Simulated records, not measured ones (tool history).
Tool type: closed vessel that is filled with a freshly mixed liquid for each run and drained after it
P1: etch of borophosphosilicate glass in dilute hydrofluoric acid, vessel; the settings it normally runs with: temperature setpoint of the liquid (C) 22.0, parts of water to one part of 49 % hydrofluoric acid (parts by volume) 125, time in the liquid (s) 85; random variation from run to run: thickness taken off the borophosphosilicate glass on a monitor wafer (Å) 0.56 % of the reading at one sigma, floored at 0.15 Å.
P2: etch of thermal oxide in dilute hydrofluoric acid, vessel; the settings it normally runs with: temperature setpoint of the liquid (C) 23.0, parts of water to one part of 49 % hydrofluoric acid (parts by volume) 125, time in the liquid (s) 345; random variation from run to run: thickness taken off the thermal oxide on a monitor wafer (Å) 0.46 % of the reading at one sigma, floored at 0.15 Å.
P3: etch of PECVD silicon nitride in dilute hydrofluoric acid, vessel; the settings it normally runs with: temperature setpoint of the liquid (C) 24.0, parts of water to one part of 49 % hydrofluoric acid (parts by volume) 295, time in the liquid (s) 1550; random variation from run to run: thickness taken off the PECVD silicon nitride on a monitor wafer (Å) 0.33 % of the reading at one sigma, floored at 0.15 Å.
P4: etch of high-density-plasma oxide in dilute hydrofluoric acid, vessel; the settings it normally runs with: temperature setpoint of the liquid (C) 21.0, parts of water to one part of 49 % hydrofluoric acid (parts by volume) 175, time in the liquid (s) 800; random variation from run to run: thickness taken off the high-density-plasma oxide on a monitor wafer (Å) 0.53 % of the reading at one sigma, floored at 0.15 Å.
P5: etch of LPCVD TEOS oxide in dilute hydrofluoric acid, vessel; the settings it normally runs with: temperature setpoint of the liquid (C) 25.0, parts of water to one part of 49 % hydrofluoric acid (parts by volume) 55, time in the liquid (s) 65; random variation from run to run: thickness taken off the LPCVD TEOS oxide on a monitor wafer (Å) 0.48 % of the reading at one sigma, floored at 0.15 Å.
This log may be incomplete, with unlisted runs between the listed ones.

| run | hour | process that ran | temperature setpoint of the liquid (C) | parts of water to one part of 49 % hydrofluoric acid (parts by volume) | time in the liquid (s) | thickness taken off the borophosphosilicate glass on a monitor wafer (Å) | thickness taken off the LPCVD TEOS oxide on a monitor wafer (Å) | thickness taken off the PECVD silicon nitride on a monitor wafer (Å) | thickness taken off the high-density-plasma oxide on a monitor wafer (Å) | thickness taken off the thermal oxide on a monitor wafer (Å) |
|---|---|---|---|---|---|---|---|---|---|---|
| 1 | 6.6 | P1 | 22.0 | 125 | 85 | 179.55 |  |  |  |  |
| 2 | 9.7 | P5 | 32.5 | 55 | 65 |  | 552.11 |  |  |  |
| 3 | 13.9 | P3 | 24.0 | 130 | 1550 |  |  | 427.250 |  |  |
| 4 | 16.9 | P4 | 21.0 | 175 | 800 |  |  |  | 383.730 |  |
| 5 | 21.8 | P2 | 31.5 | 125 | 345 |  |  |  |  | 172.350 |
| 6 | 27.8 | P1 | 22.0 | 125 | 85 | 179.77 |  |  |  |  |
| 7 | 30.8 | P1 | 22.0 | 125 | 85 | 179.37 |  |  |  |  |
| 8 | 34.5 | P3 | 24.0 | 295 | 290 |  |  | 35.706 |  |  |
| 9 | 38.6 | P4 | 17.0 | 175 | 800 |  |  |  | 330.240 |  |
| 10 | 43.7 | P2 | 23.0 | 125 | 345 |  |  |  |  | 125.760 |
| 11 | 47.9 | P2 | 23.0 | 125 | 345 |  |  |  |  | 124.530 |
| 12 | 53.7 | P3 | 24.0 | 295 | 1550 |  |  | 189.680 |  |  |
| 13 | 56.6 | P3 | 24.0 | 295 | 1550 |  |  | 189.450 |  |  |
| 14 | 59.7 | P1 | 22.0 | 125 | 85 | 176.71 |  |  |  |  |
| 15 | 66.2 | P1 | 28.5 | 65 | 85 | 476.06 |  |  |  |  |
| 16 | 69.3 | P1 | 28.5 | 125 | 85 | 228.73 |  |  |  |  |
| 17 | 76.0 | P4 | 21.0 | 55 | 800 |  |  |  | 1418.400 |  |
| 18 | 79.9 | P5 | 25.0 | 55 | 120 |  | 761.84 |  |  |  |
|  | 80.9 | thermometer replaced |
| 19 | 85.5 | P1 | 22.0 | 50 | 85 | 488.17 |  |  |  |  |
| 20 | 90.1 | P1 | 17.0 | 125 | 85 | 146.01 |  |  |  |  |
| 21 | 95.0 | P1 | 22.0 | 125 | 85 | 178.75 |  |  |  |  |
| 22 | 100.0 | P2 | 23.0 | 45 | 345 |  |  |  |  | 384.900 |
| 23 | 104.6 | P3 | 18.0 | 295 | 1550 |  |  | 129.970 |  |  |
| 24 | 107.6 | P4 | 21.0 | 175 | 800 |  |  |  | 385.110 |  |
| 25 | 112.1 | P4 | 21.0 | 175 | 125 |  |  |  | 61.553 |  |
| 26 | 117.4 | P5 | 25.0 | 55 | 65 |  | 411.56 |  |  |  |
| 27 | 121.4 | P5 | 25.0 | 55 | 65 |  | 408.23 |  |  |  |
| 28 | 124.6 | P2 | 23.0 | 125 | 45 |  |  |  |  | 16.218 |

Predict the results of run 29:
| 29 | 129.6 | P1 | 22.0 | 125 | 155 | ? |  |  |  |  |

Run 29 measured thickness taken off the borophosphosilicate glass on a monitor wafer (Å) 322.79.

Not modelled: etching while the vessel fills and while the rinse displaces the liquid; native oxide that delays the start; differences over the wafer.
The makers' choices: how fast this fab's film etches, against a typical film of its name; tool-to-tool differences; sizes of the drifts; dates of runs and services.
